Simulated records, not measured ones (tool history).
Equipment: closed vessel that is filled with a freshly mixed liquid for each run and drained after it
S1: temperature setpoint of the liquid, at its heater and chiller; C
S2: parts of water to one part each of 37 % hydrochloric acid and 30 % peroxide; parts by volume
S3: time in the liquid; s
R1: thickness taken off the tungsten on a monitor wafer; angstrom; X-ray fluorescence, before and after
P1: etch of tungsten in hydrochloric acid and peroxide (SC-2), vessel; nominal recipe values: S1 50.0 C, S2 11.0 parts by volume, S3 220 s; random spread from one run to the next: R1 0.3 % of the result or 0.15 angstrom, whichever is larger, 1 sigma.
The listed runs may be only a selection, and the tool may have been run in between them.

{"run": 1, "day": 0.667, "S1": 50.0, "S2": 11.0, "S3": 220, "R1": 516.86}
{"run": 2, "day": 1.212, "S1": 37.5, "S2": 11.0, "S3": 220, "R1": 217.74}
{"run": 3, "day": 1.712, "S1": 64.0, "S2": 11.0, "S3": 30, "R1": 172.77}
{"run": 4, "day": 2.367, "S1": 50.0, "S2": 11.0, "S3": 220, "R1": 515.23}
{"run": 5, "day": 2.938, "S1": 50.0, "S2": 11.0, "S3": 435, "R1": 1020.5}
{"run": 6, "day": 3.579, "S1": 50.0, "S2": 4.5, "S3": 415, "R1": 1953.4}
{"run": 7, "day": 4.275, "S1": 50.0, "S2": 11.0, "S3": 220, "R1": 514.67}
{"run": 8, "day": 4.833, "S1": 50.0, "S2": 4.0, "S3": 220, "R1": 1119.8}
{"run": 9, "day": 5.396, "S1": 60.5, "S2": 4.0, "S3": 220, "R1": 2204.0}
{"run": 10, "day": 5.804, "S1": 50.0, "S2": 11.0, "S3": 220, "R1": 516.35}
{"run": 11, "day": 6.183, "S1": 62.5, "S2": 11.0, "S3": 220, "R1": 1149.4}
{"run": 12, "day": 6.829, "S1": 50.0, "S2": 11.0, "S3": 220, "R1": 517.78}
{"run": 13, "day": 7.396, "S1": 50.0, "S2": 17.0, "S3": 220, "R1": 354.22}

Run 14, settings as shown, results not yet in. Your forecast:
{"run": 14, "day": 8.154, "S1": 50.0, "S2": 11.0, "S3": 115, "R1": "?"}

{"run 14": {"R1": 270.93}}

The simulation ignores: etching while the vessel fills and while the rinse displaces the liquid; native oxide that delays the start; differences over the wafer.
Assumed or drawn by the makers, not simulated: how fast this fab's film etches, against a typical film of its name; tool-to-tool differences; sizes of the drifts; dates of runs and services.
